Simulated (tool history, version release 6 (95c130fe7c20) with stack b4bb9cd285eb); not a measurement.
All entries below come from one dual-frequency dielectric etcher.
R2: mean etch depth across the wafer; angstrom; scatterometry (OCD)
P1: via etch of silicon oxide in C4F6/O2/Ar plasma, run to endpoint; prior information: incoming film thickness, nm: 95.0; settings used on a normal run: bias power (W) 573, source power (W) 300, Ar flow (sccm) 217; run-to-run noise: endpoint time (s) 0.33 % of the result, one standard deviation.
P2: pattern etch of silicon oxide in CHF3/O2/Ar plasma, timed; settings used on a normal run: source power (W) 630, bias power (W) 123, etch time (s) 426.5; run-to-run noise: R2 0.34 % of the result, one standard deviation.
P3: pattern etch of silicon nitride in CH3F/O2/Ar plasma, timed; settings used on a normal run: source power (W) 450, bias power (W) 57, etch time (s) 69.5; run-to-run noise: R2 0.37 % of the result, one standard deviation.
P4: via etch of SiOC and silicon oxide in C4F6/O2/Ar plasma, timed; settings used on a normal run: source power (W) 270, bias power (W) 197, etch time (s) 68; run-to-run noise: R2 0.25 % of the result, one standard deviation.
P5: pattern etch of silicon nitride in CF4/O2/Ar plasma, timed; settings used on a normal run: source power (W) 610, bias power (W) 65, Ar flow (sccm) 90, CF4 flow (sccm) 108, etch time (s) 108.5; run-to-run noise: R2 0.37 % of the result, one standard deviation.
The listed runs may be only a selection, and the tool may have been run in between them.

run 1 hour=4.9 | process_that_ran=P1 bias_power_(W)=573 source_power_(W)=300 Ar_flow_(sccm)=217 | endpoint_time_(s)=21.775
run 2 hour=8.3 | process_that_ran=P4 bias_power_(W)=197 source_power_(W)=220 etch_time_(s)=68 | R2=625.13
run 3 hour=13.8 | process_that_ran=P3 bias_power_(W)=57 source_power_(W)=450 etch_time_(s)=40 | R2=267.42
run 4 hour=19.8 | process_that_ran=P5 bias_power_(W)=53 source_power_(W)=610 Ar_flow_(sccm)=90 etch_time_(s)=108.5 CF4_flow_(sccm)=108 | R2=2627.4
run 5 hour=22.9 | process_that_ran=P3 bias_power_(W)=57 source_power_(W)=560 etch_time_(s)=69.5 | R2=504.57
run 6 hour=26.5 | process_that_ran=P5 bias_power_(W)=65 source_power_(W)=370 Ar_flow_(sccm)=90 etch_time_(s)=108.5 CF4_flow_(sccm)=108 | R2=1822.8
run 7 hour=30.7 | process_that_ran=P1 bias_power_(W)=683 source_power_(W)=300 Ar_flow_(sccm)=217 | endpoint_time_(s)=20.139
-- hour=35.7 bias power generator calibrated
run 8 hour=37 | process_that_ran=P1 bias_power_(W)=573 source_power_(W)=300 Ar_flow_(sccm)=217 | endpoint_time_(s)=21.793
run 9 hour=43.1 | process_that_ran=P2 bias_power_(W)=123 source_power_(W)=630 etch_time_(s)=426.5 | R2=7315.8
run 10 hour=46.8 | process_that_ran=P1 bias_power_(W)=423 source_power_(W)=300 Ar_flow_(sccm)=217 | endpoint_time_(s)=24.375
run 11 hour=50.2 | process_that_ran=P3 bias_power_(W)=44 source_power_(W)=450 etch_time_(s)=69.5 | R2=428.25
run 12 hour=55.8 | process_that_ran=P1 bias_power_(W)=573 source_power_(W)=300 Ar_flow_(sccm)=217 | endpoint_time_(s)=21.636
run 13 hour=60.2 | process_that_ran=P5 bias_power_(W)=65 source_power_(W)=610 Ar_flow_(sccm)=90 etch_time_(s)=108.5 CF4_flow_(sccm)=80 | R2=2730.7
run 14 hour=65.2 | process_that_ran=P1 bias_power_(W)=573 source_power_(W)=300 Ar_flow_(sccm)=168 | endpoint_time_(s)=21.105
run 15 hour=70.2 | process_that_ran=P5 bias_power_(W)=65 source_power_(W)=610 Ar_flow_(sccm)=90 etch_time_(s)=161.5 CF4_flow_(sccm)=108 | R2=4174.2
run 16 hour=76.3 | process_that_ran=P2 bias_power_(W)=123 source_power_(W)=630 etch_time_(s)=426.5 | R2=7278.3
run 17 hour=79.6 | process_that_ran=P4 bias_power_(W)=138 source_power_(W)=270 etch_time_(s)=68 | R2=603.69
run 18 hour=84.4 | process_that_ran=P5 bias_power_(W)=65 source_power_(W)=610 Ar_flow_(sccm)=125 etch_time_(s)=108.5 CF4_flow_(sccm)=108 | R2=2704.5
run 19 hour=89 | process_that_ran=P2 bias_power_(W)=78 source_power_(W)=630 etch_time_(s)=426.5 | R2=6392.9
run 20 hour=94.2 | process_that_ran=P1 bias_power_(W)=573 source_power_(W)=170 Ar_flow_(sccm)=217 | endpoint_time_(s)=26.702
run 21 hour=98 | process_that_ran=P1 bias_power_(W)=573 source_power_(W)=430 Ar_flow_(sccm)=217 | endpoint_time_(s)=19.023
run 22 hour=102.9 | process_that_ran=P1 bias_power_(W)=674 source_power_(W)=300 Ar_flow_(sccm)=257 | endpoint_time_(s)=20.756
run 23 hour=108.1 | process_that_ran=P1 bias_power_(W)=573 source_power_(W)=300 Ar_flow_(sccm)=280 | endpoint_time_(s)=22.271
run 24 hour=113.2 | process_that_ran=P2 bias_power_(W)=123 source_power_(W)=850 etch_time_(s)=426.5 | R2=8187.9
run 25 hour=117.6 | process_that_ran=P1 bias_power_(W)=691 source_power_(W)=190 Ar_flow_(sccm)=217 | endpoint_time_(s)=23.637
run 26 hour=122.8 | process_that_ran=P1 bias_power_(W)=787 source_power_(W)=300 Ar_flow_(sccm)=297 | endpoint_time_(s)=19.752
run 27 hour=126 | process_that_ran=P2 bias_power_(W)=123 source_power_(W)=630 etch_time_(s)=603.5 | R2=10316
run 28 hour=132.8 | process_that_ran=P3 bias_power_(W)=57 source_power_(W)=450 etch_time_(s)=69.5 | R2=465.64
run 29 hour=137.4 | process_that_ran=P4 bias_power_(W)=197 source_power_(W)=270 etch_time_(s)=68 | R2=675.64
run 30 hour=144.1 | process_that_ran=P1 bias_power_(W)=573 source_power_(W)=300 Ar_flow_(sccm)=217 | endpoint_time_(s)=21.703
run 31 hour=148.3 | process_that_ran=P5 bias_power_(W)=65 source_power_(W)=610 Ar_flow_(sccm)=90 etch_time_(s)=108.5 CF4_flow_(sccm)=108 | R2=2808.3
run 32 hour=154.6 | process_that_ran=P4 bias_power_(W)=197 source_power_(W)=270 etch_time_(s)=45 | R2=449.7
run 33 hour=158.6 | process_that_ran=P1 bias_power_(W)=573 source_power_(W)=300 Ar_flow_(sccm)=217 | endpoint_time_(s)=21.753
run 34 hour=164.2 | process_that_ran=P1 bias_power_(W)=573 source_power_(W)=300 Ar_flow_(sccm)=217 | endpoint_time_(s)=21.627
run 35 hour=168.1 | process_that_ran=P1 bias_power_(W)=573 source_power_(W)=300 Ar_flow_(sccm)=217 | endpoint_time_(s)=21.689
run 36 hour=174.6 | process_that_ran=P1 bias_power_(W)=573 source_power_(W)=300 Ar_flow_(sccm)=217 | endpoint_time_(s)=21.448
run 37 hour=180.9 | process_that_ran=P1 bias_power_(W)=573 source_power_(W)=300 Ar_flow_(sccm)=217 | endpoint_time_(s)=21.552
run 38 hour=186.6 | process_that_ran=P1 bias_power_(W)=573 source_power_(W)=300 Ar_flow_(sccm)=217 | endpoint_time_(s)=21.336
-- hour=188.6 Ar flow controller replaced
run 39 hour=192.7 | process_that_ran=P1 bias_power_(W)=573 source_power_(W)=300 Ar_flow_(sccm)=217 | endpoint_time_(s)=21.458
run 40 hour=198.3 | process_that_ran=P1 bias_power_(W)=573 source_power_(W)=300 Ar_flow_(sccm)=217 | endpoint_time_(s)=21.403
run 41 hour=203.7 | process_that_ran=P1 bias_power_(W)=573 source_power_(W)=300 Ar_flow_(sccm)=217 | endpoint_time_(s)=21.449
-- hour=204.1 wet clean of the chamber
run 42 hour=209.5 | process_that_ran=P1 bias_power_(W)=573 source_power_(W)=300 Ar_flow_(sccm)=217 | endpoint_time_(s)=21.397
run 43 hour=215 | process_that_ran=P1 bias_power_(W)=573 source_power_(W)=300 Ar_flow_(sccm)=217 | endpoint_time_(s)=21.349
run 44 hour=219 | process_that_ran=P1 bias_power_(W)=573 source_power_(W)=300 Ar_flow_(sccm)=217 | endpoint_time_(s)=21.27

The log shows P1 creeping away from where it was. Any of the 2 causes listed here, at the size stated for it, fits the log just as well as the others:
A: source power that arrives over what is set, % = 4.69
B: bias power that arrives over what is set, % = 4.42
The process output started creeping at around hour 164.2.
All other causes, with the reason each is excluded:
chamber walls in a state that raises the etch rate, %: serviced at hour 204.1, after the change had begun; the process did not return to its earlier output
Ar flow that arrives under what is set, %: serviced at hour 188.6, after the change had begun; the process did not return to its earlier output

You are offered 4 check runs, listed below with question marks in place of their results; each one averages 2 wafers. Which run separates the listed causes by giving clearly different results for each?
run check 1 hour=223 | process_that_ran=P4 bias_power_(W)=197 source_power_(W)=270 etch_time_(s)=68 | R2=?
run check 2 hour=223 | process_that_ran=P5 bias_power_(W)=65 source_power_(W)=610 Ar_flow_(sccm)=90 etch_time_(s)=108.5 CF4_flow_(sccm)=108 | R2=?
run check 3 hour=223 | process_that_ran=P3 bias_power_(W)=57 source_power_(W)=450 etch_time_(s)=69.5 | R2=?
run check 4 hour=223 | process_that_ran=P2 bias_power_(W)=123 source_power_(W)=630 etch_time_(s)=426.5 | R2=?

What each check would give under each cause:
check=check_1 result=R2 if_A=687.71 if_B=685.72
check=check_2 result=R2 if_A=2918.1 if_B=2850.8
check=check_3 result=R2 if_A=471.21 if_B=469.43
check=check_4 result=R2 if_A=7428.8 if_B=7394.8
Minimum pairwise separation of causes per check, each pair taken at its best-separating result: check 1 0.29 %; check 2 2.33 %; check 3 0.38 %; check 4 0.46 %
Only in check 2 would the causes give clearly different results; in the remaining checks their results would be nearly the same.

Here is what check 2 returned: R2 2909 angstrom. Which cause is it?

Of the candidate causes, it is A: source power that arrives over what is set, %.
